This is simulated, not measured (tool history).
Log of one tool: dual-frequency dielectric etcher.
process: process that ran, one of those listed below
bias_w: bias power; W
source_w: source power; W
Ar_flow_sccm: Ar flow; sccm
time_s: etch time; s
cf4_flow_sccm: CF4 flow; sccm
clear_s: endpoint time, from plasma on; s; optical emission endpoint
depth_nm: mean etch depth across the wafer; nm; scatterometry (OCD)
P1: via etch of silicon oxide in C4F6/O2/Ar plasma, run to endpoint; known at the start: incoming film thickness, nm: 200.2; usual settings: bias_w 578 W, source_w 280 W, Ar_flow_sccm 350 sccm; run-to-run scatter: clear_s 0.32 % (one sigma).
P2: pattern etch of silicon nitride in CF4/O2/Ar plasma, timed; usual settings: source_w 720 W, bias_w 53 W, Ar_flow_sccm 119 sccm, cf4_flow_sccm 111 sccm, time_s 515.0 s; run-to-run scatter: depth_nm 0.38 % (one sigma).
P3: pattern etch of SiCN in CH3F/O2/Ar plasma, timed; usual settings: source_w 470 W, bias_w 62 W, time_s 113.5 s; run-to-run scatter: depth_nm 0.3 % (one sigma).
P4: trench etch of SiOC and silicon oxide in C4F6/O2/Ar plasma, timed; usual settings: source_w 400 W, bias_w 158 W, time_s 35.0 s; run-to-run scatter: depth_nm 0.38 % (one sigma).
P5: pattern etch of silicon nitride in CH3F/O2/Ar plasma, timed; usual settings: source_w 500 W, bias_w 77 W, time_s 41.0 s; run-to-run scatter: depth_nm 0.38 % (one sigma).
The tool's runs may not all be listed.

run	hour	process	bias_w	source_w	Ar_flow_sccm	time_s	cf4_flow_sccm	hours since the last wet clean	hours since the last bias power generator calibration	hours since the last source power generator calibration	hours since the last Ar flow controller change	clear_s	depth_nm
1	12.4	P1	578	280	350			65.5	320.7	1362.0	1135.8	47.490	
2	20.0	P4	158	400		19.0		73.1	328.3	1369.6	1143.4		35.030
3	27.3	P1	578	180	350			80.4	335.6	1376.9	1150.7	55.644	
4	40.2	P1	578	280	350			93.3	348.5	1389.8	1163.6	47.581	
5	47.7	P4	158	250		35.0		100.8	356.0	1397.3	1171.1		54.035
6	60.0	P1	578	280	350			113.1	368.3	1409.6	1183.4	47.469	
7	66.6	P1	578	280	350			119.7	374.9	1416.2	1190.0	47.404	
8	80.4	P2	53	720	119	652.5	111	133.5	388.7	1430.0	1203.8		1666.200
9	86.8	P3	74	470		113.5		139.9	395.1	1436.4	1210.2		45.841
10	97.5	P5	77	500		41.0		150.6	405.8	1447.1	1220.9		31.143
11	106.4	P5	103	500		41.0		159.5	414.7	1456.0	1229.8		34.528
12	119.1	P5	77	370		41.0		172.2	427.4	1468.7	1242.5		27.902
13	128.1	P1	578	280	477			181.2	436.4	1477.7	1251.5	49.116	
14	139.8	P1	578	280	350			192.9	448.1	1489.4	1263.2	47.198	
15	151.3	P1	405	280	350			204.4	459.6	1500.9	1274.7	54.227	
16	159.4	P1	578	350	350			212.5	467.7	1509.0	1282.8	43.848	
17	166.0	P2	53	720	119	515.0	144	219.1	474.3	1515.6	1289.4		1362.200
18	173.2	P4	158	400		35.0		226.3	481.5	1522.8	1296.6		64.695
19	180.3	P1	578	280	350			233.4	488.6	1529.9	1303.7	47.368	
20	188.8	P4	104	400		35.0		241.9	497.1	1538.4	1312.2		57.469
21	197.0	P2	53	940	119	515.0	111	250.1	505.3	1546.6	1320.4		1653.000
22	207.7	P1	578	280	350			260.8	516.0	1557.3	1331.1	47.428	
23	217.2	P5	77	500		22.5		270.3	525.5	1566.8	1340.6		17.212
24	223.9	P3	62	300		113.5		277.0	532.2	1573.5	1347.3		36.450
25	233.3	P1	778	280	350			286.4	541.6	1582.9	1356.7	42.233	
26	245.9	P1	578	280	235			299.0	554.2	1595.5	1369.3	45.399	
27	252.5	P1	578	190	285			305.6	560.8	1602.1	1375.9	53.547	
28	265.7	P3	62	470		113.5		318.8	574.0	1615.3	1389.1		43.120
29	274.1	P3	62	470		69.0		327.2	582.4	1623.7	1397.5		26.165
30	286.1	P2	53	720	160	515.0	111	339.2	594.4	1635.7	1409.5		1259.300

Run 31 comes next. What will it give?
31	300.0	P2	53	720	119	515.0	111	353.1	608.3	1649.6	1423.4		?

Run 31 gave depth_nm 1314.000 nm.

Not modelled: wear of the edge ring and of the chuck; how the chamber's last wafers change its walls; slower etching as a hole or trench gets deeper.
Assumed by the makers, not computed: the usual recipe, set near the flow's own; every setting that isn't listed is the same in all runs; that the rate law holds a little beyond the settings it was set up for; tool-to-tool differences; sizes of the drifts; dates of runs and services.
